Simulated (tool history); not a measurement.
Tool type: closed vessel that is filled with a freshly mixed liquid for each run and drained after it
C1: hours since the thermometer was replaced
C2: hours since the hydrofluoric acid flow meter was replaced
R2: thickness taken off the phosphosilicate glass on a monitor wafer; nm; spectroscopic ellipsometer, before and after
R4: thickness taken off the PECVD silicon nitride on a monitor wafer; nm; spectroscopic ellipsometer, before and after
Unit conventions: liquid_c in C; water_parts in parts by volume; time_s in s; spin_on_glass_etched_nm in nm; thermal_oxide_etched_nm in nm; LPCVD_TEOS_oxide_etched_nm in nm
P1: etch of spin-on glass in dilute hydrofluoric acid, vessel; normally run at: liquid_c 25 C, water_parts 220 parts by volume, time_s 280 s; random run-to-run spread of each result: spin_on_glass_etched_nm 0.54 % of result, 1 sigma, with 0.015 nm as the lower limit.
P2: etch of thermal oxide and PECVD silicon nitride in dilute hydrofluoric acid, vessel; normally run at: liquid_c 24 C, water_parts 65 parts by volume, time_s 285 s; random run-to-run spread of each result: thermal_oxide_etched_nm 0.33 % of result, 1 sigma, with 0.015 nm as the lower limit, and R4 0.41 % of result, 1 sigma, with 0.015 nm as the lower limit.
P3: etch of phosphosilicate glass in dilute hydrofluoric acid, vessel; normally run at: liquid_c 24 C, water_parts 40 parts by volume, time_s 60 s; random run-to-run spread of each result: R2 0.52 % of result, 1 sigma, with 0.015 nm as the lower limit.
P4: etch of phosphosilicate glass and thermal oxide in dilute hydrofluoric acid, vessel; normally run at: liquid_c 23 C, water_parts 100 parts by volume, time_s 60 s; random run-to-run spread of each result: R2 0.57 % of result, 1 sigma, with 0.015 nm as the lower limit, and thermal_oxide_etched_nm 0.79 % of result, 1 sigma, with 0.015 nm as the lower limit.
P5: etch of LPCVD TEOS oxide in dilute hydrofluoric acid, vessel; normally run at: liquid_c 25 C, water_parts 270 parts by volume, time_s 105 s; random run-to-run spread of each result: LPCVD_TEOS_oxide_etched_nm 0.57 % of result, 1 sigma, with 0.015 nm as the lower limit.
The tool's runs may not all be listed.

Run 1, hour 2.7: process P1, liquid_c 25 C, water_parts 220 parts by volume, time_s 280 s; C1 1083.4; C2 819.4. Result: spin_on_glass_etched_nm 35.671 nm.
Run 2, hour 6.6: process P4, liquid_c 23 C, water_parts 100 parts by volume, time_s 30 s; C1 1087.3; C2 823.3. Result: R2 18.968 nm, thermal_oxide_etched_nm 1.2882 nm.
Run 3, hour 10.6: process P2, liquid_c 24 C, water_parts 65 parts by volume, time_s 565 s; C1 1091.3; C2 827.3. Result: thermal_oxide_etched_nm 43.61 nm, R4 38.008 nm.
Run 4, hour 13.4: process P5, liquid_c 25 C, water_parts 270 parts by volume, time_s 105 s; C1 1094.1; C2 830.1. Result: LPCVD_TEOS_oxide_etched_nm 15.485 nm.
Run 5, hour 17.1: process P3, liquid_c 24 C, water_parts 40 parts by volume, time_s 35 s; C1 1097.8; C2 833.8. Result: R2 58.78 nm.
Run 6, hour 20.5: process P1, liquid_c 29 C, water_parts 220 parts by volume, time_s 280 s; C1 1101.2; C2 837.2. Result: spin_on_glass_etched_nm 40.72 nm.
Run 7, hour 23.1: process P2, liquid_c 24 C, water_parts 25 parts by volume, time_s 285 s; C1 1103.8; C2 839.8. Result: thermal_oxide_etched_nm 60.049 nm, R4 48.452 nm.
Run 8, hour 25.4: process P1, liquid_c 25 C, water_parts 395 parts by volume, time_s 280 s; C1 1106.1; C2 842.1. Result: spin_on_glass_etched_nm 16.768 nm.
Run 9, hour 28.9: process P4, liquid_c 23 C, water_parts 100 parts by volume, time_s 60 s; C1 1109.6; C2 845.6. Result: R2 37.677 nm, thermal_oxide_etched_nm 2.605 nm.
Run 10, hour 31.3: process P1, liquid_c 25 C, water_parts 350 parts by volume, time_s 155 s; C1 1112; C2 848. Result: spin_on_glass_etched_nm 10.943 nm.
Run 11, hour 35.1: process P2, liquid_c 31 C, water_parts 65 parts by volume, time_s 285 s; C1 1115.8; C2 851.8. Result: thermal_oxide_etched_nm 28.909 nm, R4 30.144 nm.
Run 12, hour 37.8: process P4, liquid_c 23 C, water_parts 100 parts by volume, time_s 60 s; C1 1118.5; C2 854.5. Result: R2 37.789 nm, thermal_oxide_etched_nm 2.6032 nm.
Run 13, hour 42.2: process P3, liquid_c 32 C, water_parts 40 parts by volume, time_s 60 s; C1 1122.9; C2 858.9. Result: R2 138.97 nm.
Run 14, hour 44.6: process P1, liquid_c 25 C, water_parts 220 parts by volume, time_s 280 s; C1 1125.3; C2 861.3. Result: spin_on_glass_etched_nm 35.732 nm.
Run 15, hour 47.6: process P1, liquid_c 25 C, water_parts 220 parts by volume, time_s 75 s; C1 1128.3; C2 864.3. Result: spin_on_glass_etched_nm 9.6775 nm.
Run 16, hour 49.9: process P1, liquid_c 25 C, water_parts 220 parts by volume, time_s 280 s; C1 1130.6; C2 866.6. Result: spin_on_glass_etched_nm 35.765 nm.
Run 17, hour 53.3: process P2, liquid_c 24 C, water_parts 65 parts by volume, time_s 285 s; C1 1134; C2 870. Result: thermal_oxide_etched_nm 22.04 nm, R4 19.129 nm.
Run 18, hour 55.4: process P3, liquid_c 24 C, water_parts 40 parts by volume, time_s 60 s; C1 1136.1; C2 872.1. Result: R2 99.819 nm.
Run 19, hour 58.3: process P1, liquid_c 19 C, water_parts 220 parts by volume, time_s 280 s; C1 1139; C2 875. Result: spin_on_glass_etched_nm 28.252 nm.
Run 20, hour 62.9: process P1, liquid_c 25 C, water_parts 220 parts by volume, time_s 455 s; C1 1143.6; C2 879.6. Result: spin_on_glass_etched_nm 58.198 nm.
Run 21, hour 65.8: process P1, liquid_c 25 C, water_parts 220 parts by volume, time_s 280 s; C1 1146.5; C2 882.5. Result: spin_on_glass_etched_nm 35.382 nm.
Run 22, hour 69.5: process P1, liquid_c 25 C, water_parts 220 parts by volume, time_s 280 s; C1 1150.2; C2 886.2. Result: spin_on_glass_etched_nm 35.897 nm.
Run 23, hour 74.1: process P1, liquid_c 25 C, water_parts 375 parts by volume, time_s 60 s; C1 1154.8; C2 890.8. Result: spin_on_glass_etched_nm 3.8627 nm.
Run 24, hour 77: process P3, liquid_c 24 C, water_parts 40 parts by volume, time_s 60 s; C1 1157.7; C2 893.7. Result: R2 100.82 nm.
Run 25, hour 80.5: process P4, liquid_c 23 C, water_parts 175 parts by volume, time_s 60 s; C1 1161.2; C2 897.2. Result: R2 19.83 nm, thermal_oxide_etched_nm 1.366 nm.
Run 26, hour 84.8: process P5, liquid_c 25 C, water_parts 75 parts by volume, time_s 105 s; C1 1165.5; C2 901.5. Result: LPCVD_TEOS_oxide_etched_nm 70.075 nm.
Run 27, hour 88.1: process P5, liquid_c 25 C, water_parts 270 parts by volume, time_s 30 s; C1 1168.8; C2 904.8. Result: LPCVD_TEOS_oxide_etched_nm 4.4462 nm.
Run 28, hour 91.4: process P1, liquid_c 25 C, water_parts 220 parts by volume, time_s 280 s; C1 1172.1; C2 908.1. Result: spin_on_glass_etched_nm 35.71 nm.
Run 29, hour 95.2: process P4, liquid_c 31.5 C, water_parts 100 parts by volume, time_s 60 s; C1 1175.9; C2 911.9. Result: R2 52.413 nm, thermal_oxide_etched_nm 3.5702 nm.
Run 30, hour 99.2: process P5, liquid_c 17 C, water_parts 270 parts by volume, time_s 105 s; C1 1179.9; C2 915.9. Result: LPCVD_TEOS_oxide_etched_nm 11.422 nm.
Run 31, hour 103.9: process P1, liquid_c 25 C, water_parts 110 parts by volume, time_s 280 s; C1 1184.6; C2 920.6. Result: spin_on_glass_etched_nm 80.631 nm.
Run 32, hour 107.6: process P1, liquid_c 25 C, water_parts 55 parts by volume, time_s 465 s; C1 1188.3; C2 924.3. Result: spin_on_glass_etched_nm 288.89 nm.
Run 33, hour 110.6: process P3, liquid_c 24 C, water_parts 65 parts by volume, time_s 60 s; C1 1191.3; C2 927.3. Result: R2 60.256 nm.
Run 34, hour 112.7: process P1, liquid_c 25 C, water_parts 220 parts by volume, time_s 280 s; C1 1193.4; C2 929.4. Result: spin_on_glass_etched_nm 35.822 nm.
Run 35, hour 114.9: process P1, liquid_c 25 C, water_parts 220 parts by volume, time_s 280 s; C1 1195.6; C2 931.6. Result: spin_on_glass_etched_nm 35.184 nm.
Run 36, hour 119.1: process P1, liquid_c 25 C, water_parts 220 parts by volume, time_s 280 s; C1 1199.8; C2 935.8. Result: spin_on_glass_etched_nm 34.758 nm.
Run 37, hour 121.6: process P1, liquid_c 25 C, water_parts 220 parts by volume, time_s 280 s; C1 1202.3; C2 938.3. Result: spin_on_glass_etched_nm 34.527 nm.
Run 38, hour 125.8: process P1, liquid_c 25 C, water_parts 220 parts by volume, time_s 280 s; C1 1206.5; C2 942.5. Result: spin_on_glass_etched_nm 33.912 nm.
Run 39, hour 130.4: process P1, liquid_c 25 C, water_parts 220 parts by volume, time_s 280 s; C1 1211.1; C2 947.1. Result: spin_on_glass_etched_nm 34.368 nm.
Run 40, hour 134.8: process P1, liquid_c 25 C, water_parts 220 parts by volume, time_s 280 s; C1 1215.5; C2 951.5. Result: spin_on_glass_etched_nm 33.812 nm.
Run 41, hour 137.4: process P1, liquid_c 25 C, water_parts 220 parts by volume, time_s 280 s; C1 1218.1; C2 954.1. Result: spin_on_glass_etched_nm 34.028 nm.
Run 42, hour 139.9: process P1, liquid_c 25 C, water_parts 220 parts by volume, time_s 280 s; C1 1220.6; C2 956.6. Result: spin_on_glass_etched_nm 34.056 nm.
Run 43, hour 144.6: process P1, liquid_c 25 C, water_parts 220 parts by volume, time_s 280 s; C1 1225.3; C2 961.3. Result: spin_on_glass_etched_nm 33.849 nm.
Run 44, hour 147: process P1, liquid_c 25 C, water_parts 220 parts by volume, time_s 280 s; C1 1227.7; C2 963.7. Result: spin_on_glass_etched_nm 33.684 nm.
Run 45, hour 151.1: process P1, liquid_c 25 C, water_parts 220 parts by volume, time_s 280 s; C1 1231.8; C2 967.8. Result: spin_on_glass_etched_nm 33.82 nm.

Something has made what P1 gives creep away from where it was; the 2 causes below, each at its own stated size, fit the log equally well:
A: liquid colder than its thermometer reads (K) = 1.56
B: hydrofluoric acid flow below the setpoint (%) = 4.46
Creep in the process output first set in at about hour 112.7.

Of the 4 check runs listed below, each run on one wafer and each result written as a question mark, which would let you distinguish the listed causes because they would give clearly different results?
Run check 1, hour 155.2: process P2, liquid_c 24 C, water_parts 35 parts by volume, time_s 490 s. Result: thermal_oxide_etched_nm ?, R4 ?.
Run check 2, hour 155.2: process P3, liquid_c 28.5 C, water_parts 65 parts by volume, time_s 60 s. Result: R2 ?.
Run check 3, hour 155.2: process P4, liquid_c 31 C, water_parts 100 parts by volume, time_s 60 s. Result: R2 ?, thermal_oxide_etched_nm ?.
Run check 4, hour 155.2: process P5, liquid_c 20.5 C, water_parts 270 parts by volume, time_s 105 s. Result: LPCVD_TEOS_oxide_etched_nm ?.

Check results expected under each cause:
  check                      result    if A    if B
check 1     thermal_oxide_etched_nm  68.326  69.544
check 1                          R4  54.286   57.78
check 2                          R2  67.478  68.264
check 3                          R2  48.646  48.939
check 3     thermal_oxide_etched_nm  3.3473  3.3675
check 4  LPCVD_TEOS_oxide_etched_nm  12.429   12.44
Gap, in per cent, between the two causes that each check separates least, read from the result that separates them most: check 1 6.24 %; check 2 1.16 %; check 3 0.6 %; check 4 0.09 %
Of the check runs offered, only check 1 discriminates between the causes; the rest would read about the same regardless of which cause applies.

With check 1 done, the readings were: thermal_oxide_etched_nm 69.388 nm; R4 58.12 nm. Identify which of the listed causes applies.

The correct cause is B, namely: hydrofluoric acid flow below the setpoint (%).
